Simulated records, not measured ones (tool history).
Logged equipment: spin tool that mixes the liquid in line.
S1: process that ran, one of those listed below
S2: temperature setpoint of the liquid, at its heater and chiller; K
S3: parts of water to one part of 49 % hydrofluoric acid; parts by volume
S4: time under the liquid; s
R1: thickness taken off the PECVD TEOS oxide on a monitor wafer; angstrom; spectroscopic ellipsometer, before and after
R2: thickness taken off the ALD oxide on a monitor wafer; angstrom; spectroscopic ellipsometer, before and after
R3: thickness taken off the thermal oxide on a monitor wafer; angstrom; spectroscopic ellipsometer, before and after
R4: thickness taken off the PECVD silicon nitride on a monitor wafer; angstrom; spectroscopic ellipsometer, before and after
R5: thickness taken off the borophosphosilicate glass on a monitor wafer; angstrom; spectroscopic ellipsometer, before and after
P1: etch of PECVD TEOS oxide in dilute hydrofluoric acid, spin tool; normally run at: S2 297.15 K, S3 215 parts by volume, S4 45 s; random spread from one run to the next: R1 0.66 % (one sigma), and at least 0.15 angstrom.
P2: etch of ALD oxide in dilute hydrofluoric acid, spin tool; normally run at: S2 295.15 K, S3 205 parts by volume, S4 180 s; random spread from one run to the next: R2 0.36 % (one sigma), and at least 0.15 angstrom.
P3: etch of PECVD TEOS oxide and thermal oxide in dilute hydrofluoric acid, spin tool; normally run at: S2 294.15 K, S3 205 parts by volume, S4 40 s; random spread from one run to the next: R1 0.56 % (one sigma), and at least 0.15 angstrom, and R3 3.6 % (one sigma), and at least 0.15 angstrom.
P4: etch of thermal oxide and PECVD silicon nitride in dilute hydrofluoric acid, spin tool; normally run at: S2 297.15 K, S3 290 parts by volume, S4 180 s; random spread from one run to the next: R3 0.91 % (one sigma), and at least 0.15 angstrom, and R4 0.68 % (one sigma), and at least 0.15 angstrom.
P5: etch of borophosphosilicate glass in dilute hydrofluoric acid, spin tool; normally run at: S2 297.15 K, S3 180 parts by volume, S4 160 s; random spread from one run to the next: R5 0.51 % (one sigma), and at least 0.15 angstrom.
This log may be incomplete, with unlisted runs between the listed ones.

| run | hour | S1 | S2 | S3 | S4 | R1 | R2 | R3 | R4 | R5 |
|---|---|---|---|---|---|---|---|---|---|---|
| 1 | 13.7 | P1 | 297.15 | 215 | 45 | 41.779 |  |  |  |  |
| 2 | 24.9 | P2 | 295.15 | 205 | 180 |  | 94.018 |  |  |  |
| 3 | 35.5 | P2 | 290.15 | 205 | 180 |  | 77.673 |  |  |  |
| 4 | 43.9 | P2 | 295.15 | 290 | 180 |  | 61.172 |  |  |  |
| 5 | 58.9 | P1 | 290.15 | 215 | 45 | 32.131 |  |  |  |  |
| 6 | 67.4 | P4 | 297.15 | 290 | 70 |  |  | 9.8265 | 12.792 |  |
| 7 | 83.0 | P5 | 297.15 | 80 | 160 |  |  |  |  | 951.68 |
| 8 | 98.4 | P1 | 297.15 | 215 | 80 | 74.271 |  |  |  |  |
| 9 | 116.6 | P5 | 293.15 | 180 | 160 |  |  |  |  | 322.63 |
| 10 | 135.1 | P1 | 297.15 | 215 | 45 | 42.134 |  |  |  |  |
| 11 | 146.2 | P1 | 297.15 | 215 | 45 | 41.679 |  |  |  |  |
| 12 | 159.8 | P5 | 297.15 | 180 | 160 |  |  |  |  | 375.94 |
| 13 | 175.6 | P5 | 297.15 | 180 | 270 |  |  |  |  | 635.04 |
| 14 | 188.6 | P3 | 294.15 | 205 | 15 | 16.605 |  | 2.8898 |  |  |
| 15 | 203.4 | P1 | 297.15 | 215 | 45 | 41.618 |  |  |  |  |
| 16 | 212.0 | P4 | 297.15 | 90 | 180 |  |  | 102.1000 | 103.910 |  |
| 17 | 224.5 | P1 | 297.15 | 120 | 15 | 27.783 |  |  |  |  |
| 18 | 243.2 | P3 | 294.15 | 70 | 40 | 151.520 |  | 25.4210 |  |  |
| 19 | 251.9 | P4 | 291.15 | 290 | 180 |  |  | 20.7070 | 22.260 |  |
| 20 | 263.5 | P1 | 297.15 | 390 | 45 | 19.682 |  |  |  |  |
| 21 | 275.2 | P3 | 298.65 | 205 | 40 | 52.508 |  | 7.9534 |  |  |
| 22 | 287.4 | P1 | 297.15 | 80 | 45 | 132.880 |  |  |  |  |
| 23 | 305.7 | P1 | 305.15 | 215 | 45 | 54.957 |  |  |  |  |
| 24 | 321.6 | P3 | 294.15 | 205 | 40 | 44.104 |  | 7.3009 |  |  |
| 25 | 332.8 | P1 | 297.15 | 215 | 45 | 42.032 |  |  |  |  |
| 26 | 343.4 | P4 | 297.15 | 290 | 180 |  |  | 24.4620 | 32.953 |  |
| 27 | 357.3 | P1 | 297.15 | 215 | 15 | 13.914 |  |  |  |  |
| 28 | 372.6 | P2 | 295.15 | 205 | 95 |  | 49.825 |  |  |  |
| 29 | 388.2 | P1 | 297.15 | 215 | 45 | 41.419 |  |  |  |  |
| 30 | 400.5 | P1 | 297.15 | 215 | 45 | 42.155 |  |  |  |  |
| 31 | 418.0 | P1 | 297.15 | 215 | 45 | 43.247 |  |  |  |  |
| 32 | 426.7 | P1 | 297.15 | 215 | 45 | 43.950 |  |  |  |  |
| 33 | 437.1 | P1 | 297.15 | 215 | 45 | 44.436 |  |  |  |  |
| 34 | 451.0 | P1 | 297.15 | 215 | 45 | 43.851 |  |  |  |  |
| 35 | 468.1 | P1 | 297.15 | 215 | 45 | 44.290 |  |  |  |  |
| 36 | 479.4 | P1 | 297.15 | 215 | 45 | 44.284 |  |  |  |  |
| 37 | 496.3 | P1 | 297.15 | 215 | 45 | 43.990 |  |  |  |  |

Compared with where it was, what P1 gives has crept away. Each cause listed below fits the log as well as the rest, at the size given for it:
A: hydrofluoric acid flow above the setpoint (%) = 4.71
B: liquid hotter than its thermometer reads (K) = 1.56
The process output started creeping at around hour 388.2.

Which of the check runs below tells the causes apart, meaning the causes would give it clearly different results? Each run uses 2 wafers whose results are averaged, and each result is shown as a question mark.
| check 1 | 513.2 | P5 | 297.15 | 180 | 160 |  |  |  |  | ? |
| check 2 | 513.2 | P4 | 297.15 | 290 | 180 |  |  | ? | ? |  |
| check 3 | 513.2 | P3 | 294.15 | 205 | 40 | ? |  | ? |  |  |
| check 4 | 513.2 | P2 | 295.15 | 205 | 180 |  | ? |  |  |  |

Predicted outcomes, by check and by cause:
| check | result | if A | if B |
|---|---|---|---|
| check 1 | R5 | 396.80 | 397.96 |
| check 2 | R3 | 26.3950 | 26.2660 |
| check 2 | R4 | 34.318 | 36.049 |
| check 3 | R1 | 47.060 | 47.231 |
| check 3 | R3 | 7.5679 | 7.5954 |
| check 4 | R2 | 99.677 | 99.953 |
Per-check spread between the two closest causes, in the result where they differ most: check 1 0.29 %; check 2 4.92 %; check 3 0.36 %; check 4 0.28 %
The other checks would show nearly matching results whichever cause is true, so check 2 is the only one that separates the causes.

Check 2 has now been run. It gave: R3 26.2840 angstrom; R4 34.143 angstrom. Which of the candidate causes is it?

The correct cause is A, namely: hydrofluoric acid flow above the setpoint (%).

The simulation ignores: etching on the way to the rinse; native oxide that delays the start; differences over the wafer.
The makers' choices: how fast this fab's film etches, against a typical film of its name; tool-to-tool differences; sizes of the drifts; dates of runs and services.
